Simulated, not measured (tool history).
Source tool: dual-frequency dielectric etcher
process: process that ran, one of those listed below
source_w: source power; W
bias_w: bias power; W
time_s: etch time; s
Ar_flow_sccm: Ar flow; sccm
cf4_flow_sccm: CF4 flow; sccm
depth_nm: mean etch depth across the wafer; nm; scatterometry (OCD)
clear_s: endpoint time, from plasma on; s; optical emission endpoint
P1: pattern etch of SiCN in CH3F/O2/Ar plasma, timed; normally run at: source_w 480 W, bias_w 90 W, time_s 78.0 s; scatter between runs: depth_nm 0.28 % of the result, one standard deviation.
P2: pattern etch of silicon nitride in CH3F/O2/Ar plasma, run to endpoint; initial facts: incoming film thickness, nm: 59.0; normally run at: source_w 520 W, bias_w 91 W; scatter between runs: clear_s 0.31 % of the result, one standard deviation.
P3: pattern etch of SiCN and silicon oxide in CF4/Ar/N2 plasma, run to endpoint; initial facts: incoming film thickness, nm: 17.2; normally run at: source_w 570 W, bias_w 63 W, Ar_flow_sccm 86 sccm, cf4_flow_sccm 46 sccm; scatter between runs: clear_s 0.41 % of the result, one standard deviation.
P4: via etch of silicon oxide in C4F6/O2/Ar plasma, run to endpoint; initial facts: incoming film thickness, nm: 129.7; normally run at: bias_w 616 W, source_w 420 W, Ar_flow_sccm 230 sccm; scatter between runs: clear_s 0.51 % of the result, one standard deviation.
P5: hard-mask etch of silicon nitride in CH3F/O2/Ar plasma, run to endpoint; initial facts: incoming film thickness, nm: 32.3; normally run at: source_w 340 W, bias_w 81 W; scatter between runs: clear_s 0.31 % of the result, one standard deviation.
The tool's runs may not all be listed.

| run | day | process | source_w | bias_w | time_s | Ar_flow_sccm | cf4_flow_sccm | hours since the last wet clean | hours since the last source power generator calibration | hours since the last bias power generator calibration | depth_nm | clear_s |
|---|---|---|---|---|---|---|---|---|---|---|---|---|
| 1 | 0.279 | P1 | 480 | 90 | 78.0 |  |  | 367.4 | 1273.6 | 2004.9 | 33.616 |  |
| 2 | 0.583 | P4 | 420 | 616 |  | 275 |  | 374.7 | 1280.9 | 2012.2 |  | 25.238 |
| 3 | 0.912 | P4 | 420 | 616 |  | 230 |  | 382.6 | 1288.8 | 2020.1 |  | 24.741 |
| 4 | 1.212 | P3 | 570 | 63 |  | 119 | 46 | 389.8 | 1296.0 | 2027.3 |  | 18.345 |
| 5 | 1.492 | P1 | 480 | 118 | 78.0 |  |  | 396.5 | 1302.7 | 2034.0 | 37.170 |  |
| 6 | 1.996 | P4 | 260 | 616 |  | 230 |  | 408.6 | 1314.8 | 2046.1 |  | 29.355 |
| 7 | 2.575 | P3 | 700 | 63 |  | 86 | 46 | 422.5 | 1328.7 | 2060.0 |  | 14.348 |
| 8 | 2.979 | P2 | 520 | 56 |  |  |  | 432.2 | 1338.4 | 2069.7 |  | 82.199 |
| 9 | 3.371 | P3 | 570 | 63 |  | 86 | 46 | 441.6 | 1347.8 | 2079.1 |  | 17.211 |
| 10 | 3.746 | P5 | 340 | 50 |  |  |  | 450.6 | 1356.8 | 2088.1 |  | 56.419 |
| 11 | 4.108 | P1 | 480 | 66 | 78.0 |  |  | 459.3 | 1365.5 | 2096.8 | 30.096 |  |
| 12 | 4.583 | P1 | 480 | 90 | 78.0 |  |  | 470.7 | 1376.9 | 2108.2 | 33.639 |  |
| 13 | 4.892 | P4 | 420 | 385 |  | 230 |  | 478.1 | 1384.3 | 2115.6 |  | 29.473 |
| 14 | 5.525 | P2 | 520 | 91 |  |  |  | 493.3 | 1399.5 | 2130.8 |  | 69.712 |
| 15 | 6.112 | P5 | 340 | 81 |  |  |  | 507.4 | 1413.6 | 2144.9 |  | 47.822 |
| 16 | 6.450 | P1 | 480 | 90 | 78.0 |  |  | 515.5 | 1421.7 | 2153.0 | 33.537 |  |
| 17 | 7.071 | P1 | 310 | 116 | 78.0 |  |  | 530.4 | 1436.6 | 2167.9 | 31.549 |  |
| 18 | 7.704 | P1 | 480 | 90 | 43.0 |  |  | 545.6 | 1451.8 | 2183.1 | 18.401 |  |
| 19 | 8.204 | P1 | 480 | 90 | 78.0 |  |  | 557.6 | 1463.8 | 2195.1 | 33.656 |  |
| 20 | 8.704 | P3 | 570 | 63 |  | 86 | 64 | 569.6 | 1475.8 | 2207.1 |  | 16.320 |
| 21 | 9.221 | P1 | 670 | 76 | 78.0 |  |  | 582.0 | 1488.2 | 2219.5 | 35.864 |  |
| 22 | 9.738 | P1 | 480 | 90 | 98.5 |  |  | 594.4 | 1500.6 | 2231.9 | 42.298 |  |
| 23 | 10.046 | P1 | 480 | 116 | 43.0 |  |  | 601.8 | 1508.0 | 2239.3 | 20.348 |  |
| 24 | 10.421 | P5 | 470 | 81 |  |  |  | 610.8 | 1517.0 | 2248.3 |  | 42.734 |
| 25 | 10.821 | P1 | 330 | 90 | 78.0 |  |  | 620.4 | 1526.6 | 2257.9 | 29.234 |  |
| 26 | 11.212 | P1 | 480 | 90 | 78.0 |  |  | 629.8 | 1536.0 | 2267.3 | 33.592 |  |
| 27 | 11.621 | P4 | 420 | 616 |  | 230 |  | 639.6 | 1545.8 | 2277.1 |  | 24.711 |
| 28 | 11.917 | P2 | 690 | 91 |  |  |  | 646.7 | 1552.9 | 2284.2 |  | 62.608 |
| 29 | 12.262 | P1 | 620 | 90 | 78.0 |  |  | 655.0 | 1561.2 | 2292.5 | 36.918 |  |
| 30 | 12.642 | P3 | 570 | 48 |  | 86 | 46 | 664.1 | 1570.3 | 2301.6 |  | 18.831 |
| 31 | 13.217 | P1 | 480 | 90 | 78.0 |  |  | 677.9 | 1584.1 | 2315.4 | 33.549 |  |
| 32 | 13.571 | P1 | 480 | 90 | 78.0 |  |  | 686.4 | 1592.6 | 2323.9 | 33.346 |  |
| 33 | 14.017 | P1 | 480 | 90 | 78.0 |  |  | 697.1 | 1603.3 | 2334.6 | 33.308 |  |
| 34 | 14.471 | P1 | 480 | 90 | 78.0 |  |  | 708.0 | 1614.2 | 2345.5 | 33.262 |  |
| 35 | 15.004 | P1 | 480 | 90 | 78.0 |  |  | 720.8 | 1627.0 | 2358.3 | 33.276 |  |
|  | 15.367 | wet clean of the chamber |
| 36 | 15.525 | P1 | 480 | 90 | 78.0 |  |  | 3.8 | 1639.5 | 2370.8 | 32.978 |  |
| 37 | 15.883 | P1 | 480 | 90 | 78.0 |  |  | 12.4 | 1648.1 | 2379.4 | 33.141 |  |
| 38 | 16.258 | P1 | 480 | 90 | 78.0 |  |  | 21.4 | 1657.1 | 2388.4 | 33.118 |  |
| 39 | 16.896 | P1 | 480 | 90 | 78.0 |  |  | 36.7 | 1672.4 | 2403.7 | 33.009 |  |
| 40 | 17.204 | P1 | 480 | 90 | 78.0 |  |  | 44.1 | 1679.8 | 2411.1 | 33.212 |  |
| 41 | 17.558 | P1 | 480 | 90 | 78.0 |  |  | 52.6 | 1688.3 | 2419.6 | 33.001 |  |
| 42 | 17.846 | P1 | 480 | 90 | 78.0 |  |  | 59.5 | 1695.2 | 2426.5 | 33.098 |  |

P1 no longer gives what it gave before; its output has crept away from where it was. The following 2 causes, each at its listed size, fit the log equally well:
A: source power that arrives under what is set, % = 3.79
B: bias power that arrives under what is set, % = 3.87
The drift started at roughly day 13.217.
Why every other cause is out:
chamber walls in a state that lowers the etch rate, %: its service at day 15.367 followed the start of the drift and did not put the process back to its old value

The list below offers 4 check runs, each averaging the results of 2 wafers, and shows each result as a question mark. For which of them would the listed causes give clearly different results?
| check 1 | 18.133 | P4 | 290 | 616 |  | 230 |  |  |  |  |  | ? |
| check 2 | 18.133 | P3 | 570 | 63 |  | 86 | 60 |  |  |  |  | ? |
| check 3 | 18.133 | P2 | 520 | 78 |  |  |  |  |  |  |  | ? |
| check 4 | 18.133 | P5 | 340 | 52 |  |  |  |  |  |  |  | ? |

Outcome of each check run for each possible cause:
| check | result | if A | if B |
|---|---|---|---|
| check 1 | clear_s | 28.569 | 28.607 |
| check 2 | clear_s | 17.097 | 16.730 |
| check 3 | clear_s | 74.673 | 74.581 |
| check 4 | clear_s | 56.668 | 56.537 |
How far apart the two closest causes lie, in the result that separates them most: check 1 0.13 %; check 2 2.17 %; check 3 0.12 %; check 4 0.23 %
Check 2 distinguishes between the causes, while the remaining checks would return nearly the same result for all of them.

Check 2 has now been run. It gave: clear_s 17.012 s. Which of the candidate causes is it?

It is A: source power that arrives under what is set, %.

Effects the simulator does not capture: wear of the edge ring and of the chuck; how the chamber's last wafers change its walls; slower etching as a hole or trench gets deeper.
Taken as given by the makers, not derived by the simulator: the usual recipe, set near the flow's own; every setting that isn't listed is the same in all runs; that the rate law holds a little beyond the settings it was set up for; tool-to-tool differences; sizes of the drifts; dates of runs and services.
